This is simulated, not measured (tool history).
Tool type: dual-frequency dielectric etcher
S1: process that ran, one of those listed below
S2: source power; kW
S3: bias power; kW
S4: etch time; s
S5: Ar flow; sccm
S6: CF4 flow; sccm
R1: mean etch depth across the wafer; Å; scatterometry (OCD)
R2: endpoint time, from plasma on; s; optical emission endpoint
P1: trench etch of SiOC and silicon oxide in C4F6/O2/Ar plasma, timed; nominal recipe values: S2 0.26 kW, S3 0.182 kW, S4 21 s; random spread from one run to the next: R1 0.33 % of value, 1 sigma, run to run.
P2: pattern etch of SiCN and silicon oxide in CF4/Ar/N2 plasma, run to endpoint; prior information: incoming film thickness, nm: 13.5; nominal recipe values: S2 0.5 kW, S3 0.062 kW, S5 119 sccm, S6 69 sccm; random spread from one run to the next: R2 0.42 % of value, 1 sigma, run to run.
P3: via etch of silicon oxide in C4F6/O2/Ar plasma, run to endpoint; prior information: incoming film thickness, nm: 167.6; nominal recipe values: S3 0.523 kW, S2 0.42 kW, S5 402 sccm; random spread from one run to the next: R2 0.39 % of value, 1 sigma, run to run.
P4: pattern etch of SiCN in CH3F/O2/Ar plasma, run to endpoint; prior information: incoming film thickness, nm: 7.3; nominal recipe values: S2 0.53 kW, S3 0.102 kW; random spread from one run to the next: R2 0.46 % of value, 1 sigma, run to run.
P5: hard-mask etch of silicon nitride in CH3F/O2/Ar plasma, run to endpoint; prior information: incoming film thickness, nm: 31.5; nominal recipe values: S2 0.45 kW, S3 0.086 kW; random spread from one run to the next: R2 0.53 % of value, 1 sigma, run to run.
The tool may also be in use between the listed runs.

run     day  S1    S2     S3  S4   S5  S6      R1      R2
  1     0.4  P1  0.26  0.182  21           356.71
  2   0.712  P1  0.26   0.24  21           392.64
  3   1.112  P1  0.26  0.182  21            357.9
  4   1.646  P5  0.45  0.086                       41.216
  5   2.083  P1  0.26  0.182  21           358.16
  6   2.475  P2   0.5  0.037      119  69          18.234
  7   2.933  P1  0.26  0.182  31           528.71
  8   3.496  P3  0.42  0.523      263              34.582
  9   4.083  P5  0.45  0.058                       46.946
 10   4.421  P4  0.53  0.102                       15.388
 11   4.742  P1  0.33  0.182  21           390.25
 12   5.258  P4  0.53  0.144                       13.439
 13   5.654  P2   0.5  0.062      119  46           16.69
 14   6.092  P3  0.42   0.74      402              31.746
 15   6.562  P5  0.37  0.086                       44.421
 16   7.017  P1  0.26  0.182  21           358.85
 17   7.321  P1  0.18  0.145  21           289.39
 18   7.608  P1  0.26  0.126  27           409.17
 19   7.946  P2  0.62  0.062      119  69          12.805
 20   8.308  P4  0.53  0.102                       15.387
 21   8.754  P5  0.45  0.086                       41.514
 22   9.179  P2   0.5  0.062      119  69          15.639
 23   9.479  P2   0.5  0.062      145  69          16.107
 24   9.829  P3  0.28  0.523      402              41.894
 25  10.346  P1  0.26  0.182  14           238.49
 26  10.692  P1  0.26  0.182  21           358.71
 27  10.958  P1  0.21  0.182  21           328.31
 28  11.433  P1  0.26  0.148  21           333.45
 29  11.817  P4  0.36  0.102                       17.619
 30  12.238  P3  0.42  0.523      402              35.916
 31  12.779  P1  0.26  0.182  21           357.05
 32  13.229  P1  0.26  0.182  21           353.73
 33  13.804  P1  0.26  0.182  21           353.12
 34  14.167  P1  0.26  0.182  21           352.69
     14.417  -- wet clean of the chamber
 35  14.442  P1  0.26  0.182  21           353.43
 36  14.717  P1  0.26  0.182  21           352.59

Estimate the outcome of run 37 from the log above:
 37  15.254  P1  0.26  0.182  21           ?

Run 37 gave R1 352.38 Å.
